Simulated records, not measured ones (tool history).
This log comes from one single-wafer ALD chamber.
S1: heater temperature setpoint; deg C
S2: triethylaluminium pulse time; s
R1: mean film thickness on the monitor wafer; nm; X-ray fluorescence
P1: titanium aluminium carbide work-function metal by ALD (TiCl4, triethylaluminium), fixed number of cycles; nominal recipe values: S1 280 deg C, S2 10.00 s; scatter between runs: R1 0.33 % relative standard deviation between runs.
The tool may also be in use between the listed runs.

run	hour	S1	S2	R1
1	12.2	280	10.00	1.8625
2	20.8	304	10.00	2.0612
3	29.9	256	10.00	1.6510
4	37.6	280	10.00	1.8571
5	45.0	280	4.84	1.5636
6	55.4	280	10.00	1.8592
7	64.9	280	16.10	1.9223
8	74.3	263	3.95	1.3100
9	81.3	280	10.00	1.8574
10	93.2	280	10.00	1.8697
11	105.6	280	10.00	1.8316
12	116.6	280	10.00	1.8344
13	127.8	280	10.00	1.8357
14	139.1	280	10.00	1.8332
15	145.9	280	10.00	1.8306
16	153.6	280	10.00	1.8301
17	159.6	280	10.00	1.8325
18	166.2	280	10.00	1.8197
19	171.7	280	10.00	1.8312
20	181.1	280	10.00	1.8281
21	187.1	280	10.00	1.8169

The output of P1 has drifted from where it used to be. Each of the 2 causes below, taken at the size shown beside it, accounts for the log equally well:
A: wafer temperature below the value expected at the setpoint (K) = 3.71
B: triethylaluminium dose below that of a fresh bottle (%) = 12.3
The process output started creeping at around hour 93.2.

Of the 4 check runs listed below, each run on one wafer and each result written as a question mark, which would let you distinguish the listed causes because they would give clearly different results?
check 1	193.1	299	10.00	?
check 2	193.1	303	10.00	?
check 3	193.1	291	4.89	?
check 4	193.1	262	10.00	?

Check results expected under each cause:
check	result	if A	if B
check 1	R1	1.9909	1.9884
check 2	R1	2.0261	2.0232
check 3	R1	1.6164	1.5576
check 4	R1	1.6716	1.6734
Gap, in per cent, between the two causes that each check separates least, read from the result that separates them most: check 1 0.12 %; check 2 0.14 %; check 3 3.71 %; check 4 0.11 %
Check 3 is the one run that separates the causes; every other check would come out nearly the same whichever cause is at work.

After running check 3, the following was obtained: R1 1.5491 nm. Which cause does this point to?

The correct cause is B, namely: triethylaluminium dose below that of a fresh bottle (%).
